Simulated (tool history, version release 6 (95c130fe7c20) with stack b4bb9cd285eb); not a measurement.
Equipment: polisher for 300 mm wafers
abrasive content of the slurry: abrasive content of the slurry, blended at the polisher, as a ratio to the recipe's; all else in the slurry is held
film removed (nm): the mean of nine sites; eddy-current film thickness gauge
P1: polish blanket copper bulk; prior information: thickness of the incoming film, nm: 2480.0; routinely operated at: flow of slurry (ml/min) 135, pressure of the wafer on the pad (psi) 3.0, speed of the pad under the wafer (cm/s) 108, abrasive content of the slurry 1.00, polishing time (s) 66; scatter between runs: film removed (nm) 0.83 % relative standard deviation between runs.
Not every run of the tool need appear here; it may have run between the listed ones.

run,day,flow of slurry (ml/min),pressure of the wafer on the pad (psi),speed of the pad under the wafer (cm/s),abrasive content of the slurry,polishing time (s),film removed (nm)
1,0.588,135,3.0,108,1.00,66,625.66
2,1.275,135,3.0,56,1.00,66,328.60
3,1.796,135,3.0,108,1.00,66,638.71
4,2.346,135,3.0,108,1.00,88,846.38
5,2.904,135,3.0,108,1.00,66,623.86
6,3.262,135,4.1,108,1.00,66,858.84
7,3.758,135,3.0,108,1.30,66,666.37
8,4.442,135,1.4,108,1.00,66,295.68
9,4.862,80,3.0,108,1.00,66,557.27
10,5.554,80,4.4,108,1.00,66,807.86
11,5.962,135,3.0,108,1.00,33,315.33
12,6.579,135,3.0,108,1.00,66,622.73
13,6.929,135,3.0,108,0.55,66,558.65
14,7.438,135,3.0,108,1.00,66,636.79
15,8.079,135,3.0,152,1.00,66,893.11
16,8.533,205,3.0,108,1.00,66,683.94
17,9.154,135,3.0,108,1.00,66,632.58
18,9.792,135,3.0,108,1.00,66,614.24

Run 19 has not been measured yet. What should we expect?
19,10.221,135,3.0,108,1.00,66,?

Run 19 yielded film removed (nm) 608.30.

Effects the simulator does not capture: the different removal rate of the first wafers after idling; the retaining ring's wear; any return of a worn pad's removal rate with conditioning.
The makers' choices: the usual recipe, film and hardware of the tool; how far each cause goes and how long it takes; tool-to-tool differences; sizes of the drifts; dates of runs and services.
